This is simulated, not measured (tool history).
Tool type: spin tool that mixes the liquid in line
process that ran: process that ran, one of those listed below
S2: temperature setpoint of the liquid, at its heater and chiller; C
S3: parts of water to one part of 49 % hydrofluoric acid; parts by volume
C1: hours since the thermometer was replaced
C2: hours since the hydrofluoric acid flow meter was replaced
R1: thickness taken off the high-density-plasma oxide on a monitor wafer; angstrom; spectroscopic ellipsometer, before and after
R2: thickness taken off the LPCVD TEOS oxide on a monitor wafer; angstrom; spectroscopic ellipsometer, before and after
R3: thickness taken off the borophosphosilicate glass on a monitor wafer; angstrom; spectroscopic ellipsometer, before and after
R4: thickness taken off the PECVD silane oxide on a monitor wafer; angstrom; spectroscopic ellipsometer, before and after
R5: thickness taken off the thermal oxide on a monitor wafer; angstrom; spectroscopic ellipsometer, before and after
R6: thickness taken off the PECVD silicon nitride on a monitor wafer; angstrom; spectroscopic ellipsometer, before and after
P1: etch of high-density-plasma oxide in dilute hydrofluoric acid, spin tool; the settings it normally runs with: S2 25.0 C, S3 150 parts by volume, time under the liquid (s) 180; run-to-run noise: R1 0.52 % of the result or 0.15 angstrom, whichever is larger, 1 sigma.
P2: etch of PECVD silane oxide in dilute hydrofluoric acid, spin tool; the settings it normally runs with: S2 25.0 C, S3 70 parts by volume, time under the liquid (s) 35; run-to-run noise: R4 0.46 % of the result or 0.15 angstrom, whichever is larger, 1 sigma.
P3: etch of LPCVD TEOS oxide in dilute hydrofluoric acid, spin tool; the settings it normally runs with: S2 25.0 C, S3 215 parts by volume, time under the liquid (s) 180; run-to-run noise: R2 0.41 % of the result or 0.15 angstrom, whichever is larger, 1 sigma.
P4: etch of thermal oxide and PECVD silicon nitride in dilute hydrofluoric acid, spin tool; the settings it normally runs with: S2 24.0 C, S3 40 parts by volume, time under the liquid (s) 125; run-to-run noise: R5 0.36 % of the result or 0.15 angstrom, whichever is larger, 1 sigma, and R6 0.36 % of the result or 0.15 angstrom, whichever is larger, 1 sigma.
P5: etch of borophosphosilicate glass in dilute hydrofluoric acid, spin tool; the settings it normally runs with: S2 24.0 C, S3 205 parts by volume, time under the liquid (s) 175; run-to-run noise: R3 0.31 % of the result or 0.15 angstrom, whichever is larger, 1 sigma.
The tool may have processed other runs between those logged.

{"run": 1, "day": 0.346, "process that ran": "P1", "S2": 25.0, "S3": 150, "time under the liquid (s)": 180, "C1": 1056.5, "C2": 420.7, "R1": 86.78}
{"run": 2, "day": 0.729, "process that ran": "P1", "S2": 25.0, "S3": 150, "time under the liquid (s)": 290, "C1": 1065.7, "C2": 429.9, "R1": 138.49}
{"run": 3, "day": 1.088, "process that ran": "P3", "S2": 32.0, "S3": 215, "time under the liquid (s)": 180, "C1": 1074.3, "C2": 438.5, "R2": 164.53}
{"run": 4, "day": 1.562, "process that ran": "P1", "S2": 25.0, "S3": 35, "time under the liquid (s)": 100, "C1": 1085.7, "C2": 449.9, "R1": 235.94}
{"run": 5, "day": 2.021, "process that ran": "P3", "S2": 25.0, "S3": 75, "time under the liquid (s)": 180, "C1": 1096.7, "C2": 460.9, "R2": 435.0}
{"run": 6, "day": 2.488, "process that ran": "P1", "S2": 25.0, "S3": 150, "time under the liquid (s)": 180, "C1": 1107.9, "C2": 472.1, "R1": 85.138}
{"run": 7, "day": 2.721, "process that ran": "P5", "S2": 24.0, "S3": 205, "time under the liquid (s)": 175, "C1": 1113.5, "C2": 477.7, "R3": 385.55}
{"run": 8, "day": 3.25, "process that ran": "P1", "S2": 25.0, "S3": 250, "time under the liquid (s)": 180, "C1": 1126.2, "C2": 490.4, "R1": 45.978}
{"run": 9, "day": 3.6, "process that ran": "P1", "S2": 25.0, "S3": 150, "time under the liquid (s)": 180, "C1": 1134.6, "C2": 498.8, "R1": 85.744}
{"run": 10, "day": 3.838, "process that ran": "P2", "S2": 25.0, "S3": 70, "time under the liquid (s)": 70, "C1": 1140.3, "C2": 504.5, "R4": 413.77}
{"run": 11, "day": 4.262, "process that ran": "P4", "S2": 24.0, "S3": 40, "time under the liquid (s)": 125, "C1": 1150.5, "C2": 514.7, "R5": 154.8, "R6": 98.367}
{"run": 12, "day": 4.512, "process that ran": "P1", "S2": 25.0, "S3": 35, "time under the liquid (s)": 180, "C1": 1156.5, "C2": 520.7, "R1": 423.42}
{"run": 13, "day": 4.958, "process that ran": "P1", "S2": 25.0, "S3": 205, "time under the liquid (s)": 85, "C1": 1167.2, "C2": 531.4, "R1": 27.879}
{"run": 14, "day": 5.246, "process that ran": "P3", "S2": 25.0, "S3": 215, "time under the liquid (s)": 180, "C1": 1174.1, "C2": 538.3, "R2": 128.29}
{"run": 15, "day": 5.642, "process that ran": "P3", "S2": 25.0, "S3": 215, "time under the liquid (s)": 15, "C1": 1183.6, "C2": 547.8, "R2": 10.82}
{"run": 16, "day": 5.975, "process that ran": "P2", "S2": 25.0, "S3": 95, "time under the liquid (s)": 35, "C1": 1191.6, "C2": 555.8, "R4": 147.36}
{"run": 17, "day": 6.292, "process that ran": "P2", "S2": 25.0, "S3": 70, "time under the liquid (s)": 35, "C1": 1199.2, "C2": 563.4, "R4": 207.95}
{"run": 18, "day": 6.621, "process that ran": "P4", "S2": 24.0, "S3": 40, "time under the liquid (s)": 235, "C1": 1207.1, "C2": 571.3, "R5": 290.98, "R6": 184.43}
{"run": 19, "day": 7.125, "process that ran": "P4", "S2": 17.0, "S3": 40, "time under the liquid (s)": 125, "C1": 1219.2, "C2": 583.4, "R5": 114.08, "R6": 60.54}
{"run": 20, "day": 7.5, "process that ran": "P4", "S2": 24.0, "S3": 75, "time under the liquid (s)": 125, "C1": 1228.2, "C2": 592.4, "R5": 78.55, "R6": 53.064}
{"run": 21, "day": 7.846, "process that ran": "P5", "S2": 24.0, "S3": 205, "time under the liquid (s)": 310, "C1": 1236.5, "C2": 600.7, "R3": 677.85}
{"run": 22, "day": 8.296, "process that ran": "P5", "S2": 17.0, "S3": 205, "time under the liquid (s)": 175, "C1": 1247.3, "C2": 611.5, "R3": 292.99}
{"run": 23, "day": 8.7, "process that ran": "P1", "S2": 21.5, "S3": 150, "time under the liquid (s)": 320, "C1": 1257.0, "C2": 621.2, "R1": 134.16}
{"day": 9.071, "done": "thermometer replaced"}
{"run": 24, "day": 9.183, "process that ran": "P5", "S2": 24.0, "S3": 315, "time under the liquid (s)": 175, "C1": 2.8, "C2": 632.8, "R3": 222.57}
{"run": 25, "day": 9.654, "process that ran": "P1", "S2": 25.0, "S3": 150, "time under the liquid (s)": 180, "C1": 14.1, "C2": 644.1, "R1": 85.481}
{"run": 26, "day": 10.133, "process that ran": "P1", "S2": 25.0, "S3": 150, "time under the liquid (s)": 35, "C1": 25.6, "C2": 655.6, "R1": 16.795}
{"run": 27, "day": 10.612, "process that ran": "P1", "S2": 20.0, "S3": 150, "time under the liquid (s)": 180, "C1": 37.1, "C2": 667.1, "R1": 70.493}
{"run": 28, "day": 11.112, "process that ran": "P1", "S2": 30.5, "S3": 150, "time under the liquid (s)": 180, "C1": 49.1, "C2": 679.1, "R1": 105.02}
{"run": 29, "day": 11.5, "process that ran": "P1", "S2": 25.0, "S3": 150, "time under the liquid (s)": 180, "C1": 58.4, "C2": 688.4, "R1": 85.573}
{"run": 30, "day": 11.888, "process that ran": "P2", "S2": 18.5, "S3": 70, "time under the liquid (s)": 35, "C1": 67.7, "C2": 697.7, "R4": 158.03}
{"run": 31, "day": 12.412, "process that ran": "P1", "S2": 25.0, "S3": 150, "time under the liquid (s)": 180, "C1": 80.3, "C2": 710.3, "R1": 85.758}
{"run": 32, "day": 12.912, "process that ran": "P1", "S2": 25.0, "S3": 150, "time under the liquid (s)": 180, "C1": 92.3, "C2": 722.3, "R1": 89.349}
{"run": 33, "day": 13.15, "process that ran": "P1", "S2": 25.0, "S3": 150, "time under the liquid (s)": 180, "C1": 98.0, "C2": 728.0, "R1": 90.67}
{"run": 34, "day": 13.675, "process that ran": "P1", "S2": 25.0, "S3": 150, "time under the liquid (s)": 180, "C1": 110.6, "C2": 740.6, "R1": 92.512}
{"run": 35, "day": 14.192, "process that ran": "P1", "S2": 25.0, "S3": 150, "time under the liquid (s)": 180, "C1": 123.0, "C2": 753.0, "R1": 93.3}
{"run": 36, "day": 14.458, "process that ran": "P1", "S2": 25.0, "S3": 150, "time under the liquid (s)": 180, "C1": 129.4, "C2": 759.4, "R1": 93.019}
{"run": 37, "day": 14.929, "process that ran": "P1", "S2": 25.0, "S3": 150, "time under the liquid (s)": 180, "C1": 140.7, "C2": 770.7, "R1": 93.446}
{"run": 38, "day": 15.304, "process that ran": "P1", "S2": 25.0, "S3": 150, "time under the liquid (s)": 180, "C1": 149.7, "C2": 779.7, "R1": 93.869}
{"run": 39, "day": 15.583, "process that ran": "P1", "S2": 25.0, "S3": 150, "time under the liquid (s)": 180, "C1": 156.4, "C2": 786.4, "R1": 93.39}
{"run": 40, "day": 15.817, "process that ran": "P1", "S2": 25.0, "S3": 150, "time under the liquid (s)": 180, "C1": 162.0, "C2": 792.0, "R1": 92.804}

What P1 gives has crept off from where it sat before. The 2 causes that follow fit the log equally well, each at the size noted:
A: liquid hotter than its thermometer reads (K) = 2.45
B: hydrofluoric acid flow above the setpoint (%) = 8.12
Onset of the creep was near day 12.412.

Question marks stand in for the results of the 4 check runs listed below, each run on one wafer. Under which run would the listed causes show clearly different results?
{"run": "check 1", "day": 16.05, "process that ran": "P4", "S2": 17.5, "S3": 40, "time under the liquid (s)": 125, "R5": "?", "R6": "?"}
{"run": "check 2", "day": 16.05, "process that ran": "P5", "S2": 17.0, "S3": 205, "time under the liquid (s)": 175, "R3": "?"}
{"run": "check 3", "day": 16.05, "process that ran": "P2", "S2": 25.0, "S3": 95, "time under the liquid (s)": 35, "R4": "?"}
{"run": "check 4", "day": 16.05, "process that ran": "P3", "S2": 25.0, "S3": 85, "time under the liquid (s)": 115, "R2": "?"}

What each check would give under each cause:
check=check_1 result=R5 if_A=129.77 if_B=126.63
check=check_1 result=R6 if_A=74.500 if_B=67.591
check=check_2 result=R3 if_A=322.21 if_B=320.95
check=check_3 result=R4 if_A=162.96 if_B=161.60
check=check_4 result=R2 if_A=265.90 if_B=263.26
Smallest distance between any two causes, each pair judged by its most separating result, in per cent: check 1 9.73 %; check 2 0.39 %; check 3 0.84 %; check 4 1 %
Check 1 distinguishes between the causes, while the remaining checks would return nearly the same result for all of them.

Check 1 was carried out, with these results: R5 125.64 angstrom; R6 68.054 angstrom. Which of the listed causes is responsible?

Of the candidate causes, it is B: hydrofluoric acid flow above the setpoint (%).

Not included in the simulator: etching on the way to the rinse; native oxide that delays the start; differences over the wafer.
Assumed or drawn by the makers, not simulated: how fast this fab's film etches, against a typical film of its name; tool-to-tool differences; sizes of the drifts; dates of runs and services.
